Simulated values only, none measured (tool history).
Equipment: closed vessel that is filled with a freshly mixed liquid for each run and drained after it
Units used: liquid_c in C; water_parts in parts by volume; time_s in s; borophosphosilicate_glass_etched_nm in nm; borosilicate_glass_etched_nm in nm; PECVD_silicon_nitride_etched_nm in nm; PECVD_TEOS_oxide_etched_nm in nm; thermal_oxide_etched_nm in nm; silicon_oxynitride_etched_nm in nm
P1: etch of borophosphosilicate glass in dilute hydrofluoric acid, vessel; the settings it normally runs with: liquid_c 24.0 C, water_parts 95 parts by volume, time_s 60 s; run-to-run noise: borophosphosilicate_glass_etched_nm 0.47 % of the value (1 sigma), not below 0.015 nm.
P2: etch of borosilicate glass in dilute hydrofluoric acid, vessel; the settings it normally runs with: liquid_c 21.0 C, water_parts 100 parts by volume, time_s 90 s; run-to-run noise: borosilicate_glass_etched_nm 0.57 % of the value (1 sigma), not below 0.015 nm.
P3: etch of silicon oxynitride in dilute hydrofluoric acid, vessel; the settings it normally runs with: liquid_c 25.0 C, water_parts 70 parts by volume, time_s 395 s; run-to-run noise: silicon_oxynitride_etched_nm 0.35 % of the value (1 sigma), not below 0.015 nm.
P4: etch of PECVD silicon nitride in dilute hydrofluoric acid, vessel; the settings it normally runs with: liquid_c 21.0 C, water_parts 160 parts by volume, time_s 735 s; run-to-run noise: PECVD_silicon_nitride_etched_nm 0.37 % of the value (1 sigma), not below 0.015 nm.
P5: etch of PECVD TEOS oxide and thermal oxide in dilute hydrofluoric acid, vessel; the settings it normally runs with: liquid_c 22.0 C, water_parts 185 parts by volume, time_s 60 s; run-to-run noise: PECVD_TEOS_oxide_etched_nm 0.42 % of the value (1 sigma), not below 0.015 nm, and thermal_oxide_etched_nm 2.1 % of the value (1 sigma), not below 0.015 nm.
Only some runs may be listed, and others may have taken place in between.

run    day  process  liquid_c  water_parts  time_s  hours since the thermometer was replaced  hours since the hydrofluoric acid flow meter was replaced  borophosphosilicate_glass_etched_nm  borosilicate_glass_etched_nm  PECVD_silicon_nitride_etched_nm  PECVD_TEOS_oxide_etched_nm  thermal_oxide_etched_nm  silicon_oxynitride_etched_nm
  1  0.288       P1      24.0           95      60                                    1767.3                                                     1097.2                               36.050
  2  0.521       P1      24.0           95      60                                    1772.9                                                     1102.8                               36.424
  3  0.812       P2      21.0          100      90                                    1779.9                                                     1109.8                                                             15.931
  4  1.083       P2      21.0          100     175                                    1786.4                                                     1116.3                                                             31.527
  5  1.246       P1      24.0           55      60                                    1790.3                                                     1120.2                               65.669
  6  1.383       P4      21.0           75     735                                    1793.6                                                     1123.5                                                                                             26.2710
  7  1.667       P5      17.0          185      60                                    1800.4                                                     1130.3                                                                                                                          4.9009                   1.0447
  8  1.962       P1      24.0           50      95                                    1807.5                                                     1137.4                              115.150
  9  2.242       P1      24.0          160      30                                    1814.2                                                     1144.1                                9.958
 10  2.433       P1      24.0           95      30                                    1818.8                                                     1148.7                               18.116
 11  2.588       P1      28.5           95      60                                    1822.5                                                     1152.4                               42.753
 12  2.812       P3      25.0           70     395                                    1827.9                                                     1157.8                                                                                                                                                                                11.5080
 13  3.017       P4      21.0          160     735                                    1832.8                                                     1162.7                                                                                             12.4960
 14  3.238       P3      18.0           70     395                                    1838.1                                                     1168.0                                                                                                                                                                                 8.2472
 15  3.412       P2      17.0          100      90                                    1842.3                                                     1172.2                                                             13.615
 16  3.654       P5      22.0          185     115                                    1848.1                                                     1178.0                                                                                                                         11.3090                   2.4072
 17  3.892       P2      21.0           45      90                                    1853.8                                                     1183.7                                                             38.467
 18  4.112       P1      24.0           55      85                                    1859.1                                                     1189.0                               94.142
 19  4.288       P1      24.0           95      60                                    1863.3                                                     1193.2                               36.035
 20  4.450       P5      22.0           45      60                                    1867.2                                                     1197.1                                                                                                                         28.9090                   6.3609
 21  4.733       P1      24.0          135      60                                    1874.0                                                     1203.9                               24.108
 22  4.958       P1      24.0           95      60                                    1879.4                                                     1209.3                               36.317
 23  5.246       P3      25.0           70      85                                    1886.3                                                     1216.2                                                                                                                                                                                 2.5123
 24  5.388       P4      17.0          160     735                                    1889.7                                                     1219.6                                                                                              9.5118
 25  5.562       P1      24.0           95     120                                    1893.9                                                     1223.8                               72.636
 26  5.775       P3      25.0          120     395                                    1899.0                                                     1228.9                                                                                                                                                                                 6.4579
 27  5.979       P1      18.5           95      60                                    1903.9                                                     1233.8                               29.220
 28  6.204       P4      21.0          160    1415                                    1909.3                                                     1239.2                                                                                             23.9760
 29  6.454       P5      22.0          185      60                                    1915.3                                                     1245.2                                                                                                                          5.9398                   1.2690
 30  6.667       P5      22.0          185      60                                    1920.4                                                     1250.3                                                                                                                          5.8967                   1.2627
 31  6.825       P1      24.0           95      60                                    1924.2                                                     1254.1                               36.225
 32  7.088       P1      24.0           95      60                                    1930.5                                                     1260.4                               36.094
 33  7.288       P1      24.0           95      60                                    1935.3                                                     1265.2                               35.294
 34  7.550       P1      24.0           95      60                                    1941.6                                                     1271.5                               34.459
 35  7.804       P1      24.0           95      60                                    1947.7                                                     1277.6                               33.894
 36  7.962       P1      24.0           95      60                                    1951.5                                                     1281.4                               33.916
 37  8.188       P1      24.0           95      60                                    1956.9                                                     1286.8                               33.364
 38  8.329       P1      24.0           95      60                                    1960.3                                                     1290.2                               33.458
 39  8.583       P1      24.0           95      60                                    1966.4                                                     1296.3                               33.546
 40  8.788       P1      24.0           95      60                                    1971.3                                                     1301.2                               33.127
 41  8.962       P1      24.0           95      60                                    1975.5                                                     1305.4                               32.826
 42  9.146       P1      24.0           95      60                                    1979.9                                                     1309.8                               33.016
 43  9.421       P1      24.0           95      60                                    1986.5                                                     1316.4                               33.042

P1 no longer gives what it gave before; its output has crept away from where it was. The following 2 causes, each at its listed size, fit the log equally well:
A: liquid colder than its thermometer reads (K) = 2.25
B: hydrofluoric acid flow below the setpoint (%) = 7.71
The process output started creeping at around day 7.088.

Below are 4 check runs, each on a single wafer, with their results shown as question marks. Which of them would tell the listed causes apart, meaning the causes would give clearly different results under it?
check 1  9.696       P5      22.0           65      60                                                                                                                                                                                                                                    ?                        ?
check 2  9.696       P4      21.0           85    1255                                                                                                                                                                                                        ?
check 3  9.696       P2      17.0          100     175                                                                                                                                                                       ?
check 4  9.696       P3      25.0          105      95                                                                                                                                                                                                                                                                                           ?

If the cause were each of the candidates in turn, the checks would give the following:
  check                           result     if A     if B
check 1       PECVD_TEOS_oxide_etched_nm  17.5850  17.7080
check 1          thermal_oxide_etched_nm   3.8235   3.8503
check 2  PECVD_silicon_nitride_etched_nm  33.9460  36.6170
check 3     borosilicate_glass_etched_nm   24.045   24.215
check 4     silicon_oxynitride_etched_nm   1.6180   1.6481
Minimum pairwise separation of causes per check, each pair taken at its best-separating result: check 1 0.7 %; check 2 7.57 %; check 3 0.71 %; check 4 1.84 %
Only in check 2 would the causes give clearly different results; in the remaining checks their results would be nearly the same.

Check 2 was carried out, with these results: PECVD_silicon_nitride_etched_nm 36.4640 nm. Which of the listed causes is responsible?

Of the candidate causes, it is B: hydrofluoric acid flow below the setpoint (%).
